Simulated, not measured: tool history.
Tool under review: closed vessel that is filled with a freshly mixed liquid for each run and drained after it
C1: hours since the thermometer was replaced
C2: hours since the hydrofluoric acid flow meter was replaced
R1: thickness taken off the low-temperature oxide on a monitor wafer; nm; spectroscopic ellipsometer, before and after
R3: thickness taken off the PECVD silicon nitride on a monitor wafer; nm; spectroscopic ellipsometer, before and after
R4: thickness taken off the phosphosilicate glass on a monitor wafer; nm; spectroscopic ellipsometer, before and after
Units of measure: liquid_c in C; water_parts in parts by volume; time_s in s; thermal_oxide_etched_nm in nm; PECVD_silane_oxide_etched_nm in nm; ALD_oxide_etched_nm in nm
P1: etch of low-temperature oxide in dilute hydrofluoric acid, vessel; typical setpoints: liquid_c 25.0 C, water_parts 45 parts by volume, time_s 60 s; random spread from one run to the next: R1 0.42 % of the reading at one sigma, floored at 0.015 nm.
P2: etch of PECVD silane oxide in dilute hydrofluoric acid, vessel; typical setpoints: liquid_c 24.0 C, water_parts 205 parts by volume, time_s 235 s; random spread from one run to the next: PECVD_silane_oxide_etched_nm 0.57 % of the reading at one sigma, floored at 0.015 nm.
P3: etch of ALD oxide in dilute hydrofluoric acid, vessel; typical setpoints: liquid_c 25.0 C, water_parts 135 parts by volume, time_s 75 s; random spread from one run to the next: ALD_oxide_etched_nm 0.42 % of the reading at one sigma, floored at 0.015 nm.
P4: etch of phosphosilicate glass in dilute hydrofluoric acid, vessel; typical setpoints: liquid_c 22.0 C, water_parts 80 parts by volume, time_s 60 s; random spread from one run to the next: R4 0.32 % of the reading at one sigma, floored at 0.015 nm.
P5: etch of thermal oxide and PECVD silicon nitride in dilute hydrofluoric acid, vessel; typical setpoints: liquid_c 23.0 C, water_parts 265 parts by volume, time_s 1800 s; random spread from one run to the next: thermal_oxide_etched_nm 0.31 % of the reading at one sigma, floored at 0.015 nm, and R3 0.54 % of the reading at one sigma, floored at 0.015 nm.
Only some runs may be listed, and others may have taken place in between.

run 1 hour=10.1 | process=P1 liquid_c=25.0 water_parts=45 time_s=60 | C1=1760.7 C2=647.1 | R1=42.423
run 2 hour=22.3 | process=P5 liquid_c=23.0 water_parts=265 time_s=1800 | C1=1772.9 C2=659.3 | thermal_oxide_etched_nm=25.165 R3=35.602
run 3 hour=41.5 | process=P1 liquid_c=25.0 water_parts=45 time_s=60 | C1=1792.1 C2=678.5 | R1=42.054
run 4 hour=58.6 | process=P5 liquid_c=23.0 water_parts=100 time_s=1800 | C1=1809.2 C2=695.6 | thermal_oxide_etched_nm=80.167 R3=92.503
run 5 hour=73.8 | process=P1 liquid_c=25.0 water_parts=45 time_s=60 | C1=1824.4 C2=710.8 | R1=42.339
run 6 hour=83.2 | process=P1 liquid_c=25.0 water_parts=20 time_s=60 | C1=1833.8 C2=720.2 | R1=98.302
run 7 hour=97.1 | process=P4 liquid_c=22.0 water_parts=20 time_s=60 | C1=1847.7 C2=734.1 | R4=366.77
run 8 hour=110.9 | process=P2 liquid_c=17.0 water_parts=205 time_s=235 | C1=1861.5 C2=747.9 | PECVD_silane_oxide_etched_nm=15.9610
run 9 hour=125.8 | process=P5 liquid_c=17.0 water_parts=265 time_s=1800 | C1=1876.4 C2=762.8 | thermal_oxide_etched_nm=20.069 R3=24.102
run 10 hour=141.5 | process=P1 liquid_c=25.0 water_parts=45 time_s=60 | C1=1892.1 C2=778.5 | R1=42.525
run 11 hour=156.0 | process=P1 liquid_c=25.0 water_parts=45 time_s=100 | C1=1906.6 C2=793.0 | R1=70.377
run 12 hour=165.7 | process=P1 liquid_c=18.0 water_parts=45 time_s=60 | C1=1916.3 C2=802.7 | R1=31.485
run 13 hour=180.4 | process=P5 liquid_c=23.0 water_parts=265 time_s=2670 | C1=1931.0 C2=817.4 | thermal_oxide_etched_nm=37.408 R3=52.904
run 14 hour=191.7 | process=P1 liquid_c=31.5 water_parts=45 time_s=60 | C1=1942.3 C2=828.7 | R1=54.318
run 15 hour=207.5 | process=P1 liquid_c=25.0 water_parts=45 time_s=60 | C1=1958.1 C2=844.5 | R1=41.951
run 16 hour=223.4 | process=P1 liquid_c=25.0 water_parts=65 time_s=60 | C1=1974.0 C2=860.4 | R1=28.223
run 17 hour=239.3 | process=P3 liquid_c=25.0 water_parts=135 time_s=110 | C1=1989.9 C2=876.3 | ALD_oxide_etched_nm=26.116
run 18 hour=258.4 | process=P3 liquid_c=25.0 water_parts=200 time_s=75 | C1=2009.0 C2=895.4 | ALD_oxide_etched_nm=11.153
run 19 hour=276.2 | process=P4 liquid_c=22.0 water_parts=80 time_s=110 | C1=2026.8 C2=913.2 | R4=156.83
run 20 hour=289.3 | process=P2 liquid_c=24.0 water_parts=85 time_s=235 | C1=2039.9 C2=926.3 | PECVD_silane_oxide_etched_nm=57.9920
run 21 hour=297.8 | process=P1 liquid_c=25.0 water_parts=45 time_s=30 | C1=2048.4 C2=934.8 | R1=20.898
run 22 hour=312.2 | process=P2 liquid_c=24.0 water_parts=205 time_s=235 | C1=2062.8 C2=949.2 | PECVD_silane_oxide_etched_nm=20.8920
run 23 hour=321.8 | process=P3 liquid_c=25.0 water_parts=135 time_s=75 | C1=2072.4 C2=958.8 | ALD_oxide_etched_nm=17.805
run 24 hour=334.7 | process=P1 liquid_c=25.0 water_parts=45 time_s=60 | C1=2085.3 C2=971.7 | R1=42.019
run 25 hour=349.7 | process=P4 liquid_c=17.0 water_parts=80 time_s=60 | C1=2100.3 C2=986.7 | R4=68.89
run 26 hour=359.0 | process=P1 liquid_c=19.0 water_parts=45 time_s=30 | C1=2109.6 C2=996.0 | R1=16.320
run 27 hour=374.4 | process=P1 liquid_c=25.0 water_parts=45 time_s=60 | C1=2125.0 C2=1011.4 | R1=41.999
run 28 hour=383.7 | process=P3 liquid_c=17.0 water_parts=135 time_s=75 | C1=2134.3 C2=1020.7 | ALD_oxide_etched_nm=12.900
run 29 hour=399.3 | process=P2 liquid_c=24.0 water_parts=205 time_s=235 | C1=2149.9 C2=1036.3 | PECVD_silane_oxide_etched_nm=21.0590
run 30 hour=411.6 | process=P1 liquid_c=25.0 water_parts=25 time_s=100 | C1=2162.2 C2=1048.6 | R1=129.620
run 31 hour=428.3 | process=P3 liquid_c=25.0 water_parts=135 time_s=75 | C1=2178.9 C2=1065.3 | ALD_oxide_etched_nm=17.750
run 32 hour=444.2 | process=P4 liquid_c=22.0 water_parts=80 time_s=60 | C1=2194.8 C2=1081.2 | R4=84.97
run 33 hour=458.7 | process=P2 liquid_c=24.0 water_parts=205 time_s=30 | C1=2209.3 C2=1095.7 | PECVD_silane_oxide_etched_nm=2.6902
run 34 hour=473.2 | process=P1 liquid_c=25.0 water_parts=45 time_s=60 | C1=2223.8 C2=1110.2 | R1=42.540
run 35 hour=490.2 | process=P1 liquid_c=25.0 water_parts=45 time_s=60 | C1=2240.8 C2=1127.2 | R1=40.708
run 36 hour=505.2 | process=P1 liquid_c=25.0 water_parts=45 time_s=60 | C1=2255.8 C2=1142.2 | R1=39.971
run 37 hour=522.8 | process=P1 liquid_c=25.0 water_parts=45 time_s=60 | C1=2273.4 C2=1159.8 | R1=39.432
run 38 hour=533.0 | process=P1 liquid_c=25.0 water_parts=45 time_s=60 | C1=2283.6 C2=1170.0 | R1=39.309
run 39 hour=552.0 | process=P1 liquid_c=25.0 water_parts=45 time_s=60 | C1=2302.6 C2=1189.0 | R1=39.007
run 40 hour=561.5 | process=P1 liquid_c=25.0 water_parts=45 time_s=60 | C1=2312.1 C2=1198.5 | R1=39.440

What P1 gives has crept away from where it was. These 2 causes fit the log equally well, each at the size given:
A: hydrofluoric acid flow below the setpoint (%) = 6.2
B: liquid colder than its thermometer reads (K) = 1.65
The gradual shift began around hour 473.2.

Listed below are the offered check runs, one wafer per run, with question marks in place of results. For which of them would the causes give clearly different outcomes?
run check 1 hour=571.0 | process=P2 liquid_c=19.5 water_parts=205 time_s=235 | PECVD_silane_oxide_etched_nm=?
run check 2 hour=571.0 | process=P5 liquid_c=17.0 water_parts=135 time_s=1800 | thermal_oxide_etched_nm=? R3=?
run check 3 hour=571.0 | process=P3 liquid_c=21.0 water_parts=135 time_s=105 | ALD_oxide_etched_nm=?
run check 4 hour=571.0 | process=P4 liquid_c=18.5 water_parts=20 time_s=60 | R4=?

How each check would come out, cause by cause:
check=check_1 result=PECVD_silane_oxide_etched_nm if_A=16.3970 if_B=16.6040
check=check_2 result=thermal_oxide_etched_nm if_A=41.412 if_B=41.578
check=check_2 result=R3 if_A=43.353 if_B=41.124
check=check_3 result=ALD_oxide_etched_nm if_A=19.763 if_B=19.911
check=check_4 result=R4 if_A=296.34 if_B=294.13
Per check, the gap between the least separated pair of causes, taken in the result that splits them most: check 1 1.25 %; check 2 5.28 %; check 3 0.75 %; check 4 0.75 %
The causes can be told apart only by check 2. The other checks would give nearly the same results under each of them.

Here is what check 2 returned: thermal_oxide_etched_nm 41.532 nm; R3 40.761 nm. Which cause is it?

The cause is B: liquid colder than its thermometer reads (K).
